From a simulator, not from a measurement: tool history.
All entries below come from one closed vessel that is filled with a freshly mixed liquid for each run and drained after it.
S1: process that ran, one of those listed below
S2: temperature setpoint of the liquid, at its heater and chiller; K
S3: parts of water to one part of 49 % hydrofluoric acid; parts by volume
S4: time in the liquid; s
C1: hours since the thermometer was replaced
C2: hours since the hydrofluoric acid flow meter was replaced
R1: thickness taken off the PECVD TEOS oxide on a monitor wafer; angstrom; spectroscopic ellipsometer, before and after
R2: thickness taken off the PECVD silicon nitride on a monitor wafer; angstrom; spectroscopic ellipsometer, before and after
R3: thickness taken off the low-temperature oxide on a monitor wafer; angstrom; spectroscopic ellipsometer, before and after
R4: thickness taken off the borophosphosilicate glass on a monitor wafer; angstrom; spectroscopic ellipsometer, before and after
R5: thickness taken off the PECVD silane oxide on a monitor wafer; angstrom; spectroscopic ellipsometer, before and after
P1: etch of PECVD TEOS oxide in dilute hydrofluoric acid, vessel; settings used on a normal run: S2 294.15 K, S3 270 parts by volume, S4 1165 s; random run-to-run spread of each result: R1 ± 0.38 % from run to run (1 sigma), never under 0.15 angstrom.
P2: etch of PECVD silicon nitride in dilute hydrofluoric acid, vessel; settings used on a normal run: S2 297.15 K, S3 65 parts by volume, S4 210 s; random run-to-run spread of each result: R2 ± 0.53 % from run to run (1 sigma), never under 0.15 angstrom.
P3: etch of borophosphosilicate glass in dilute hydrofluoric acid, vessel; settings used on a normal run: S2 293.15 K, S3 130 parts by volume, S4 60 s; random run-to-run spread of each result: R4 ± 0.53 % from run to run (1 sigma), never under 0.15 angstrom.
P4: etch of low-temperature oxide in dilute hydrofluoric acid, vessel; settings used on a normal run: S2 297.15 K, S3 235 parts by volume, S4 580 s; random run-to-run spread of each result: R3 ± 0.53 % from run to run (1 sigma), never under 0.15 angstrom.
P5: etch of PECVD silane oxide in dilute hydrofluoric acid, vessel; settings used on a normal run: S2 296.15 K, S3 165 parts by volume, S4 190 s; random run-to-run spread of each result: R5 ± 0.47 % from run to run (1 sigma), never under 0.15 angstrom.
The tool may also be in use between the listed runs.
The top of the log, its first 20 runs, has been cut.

run   hour  S1      S2   S3    S4     C1     C2      R1  R2      R3      R4      R5
 21  111.1  P5  290.15  165   190   53.9   49.4                              234.22
 22    118  P1  294.15  270   430   60.8   56.3  210.61
 23  124.3  P1  294.15  270  2330   67.1   62.6  1137.8
 24  129.2  P4  297.15  235   580     72   67.5              225.34
 25  132.7  P5  296.15  165    30   75.5     71                              46.981
 26  139.7  P3  293.15   30    60   82.5     78                      1225.4
 27  146.2  P1  294.15  270  1165     89   84.5  573.45
 28  152.6  P4  293.15  235   580   95.4   90.9              192.78
 29  158.4  P3  293.15  130    60  101.2   96.7                      252.05
 30  163.5  P1  294.15  405  1165  106.3  101.8  338.47
 31  168.4  P1  294.15  270  1165  111.2  106.7   572.1

Run 32 comes next. What will it give?
 32  172.1  P1  294.15  270  1165  114.9  110.4   ?

{"run 32": {"R1": 570.16}}
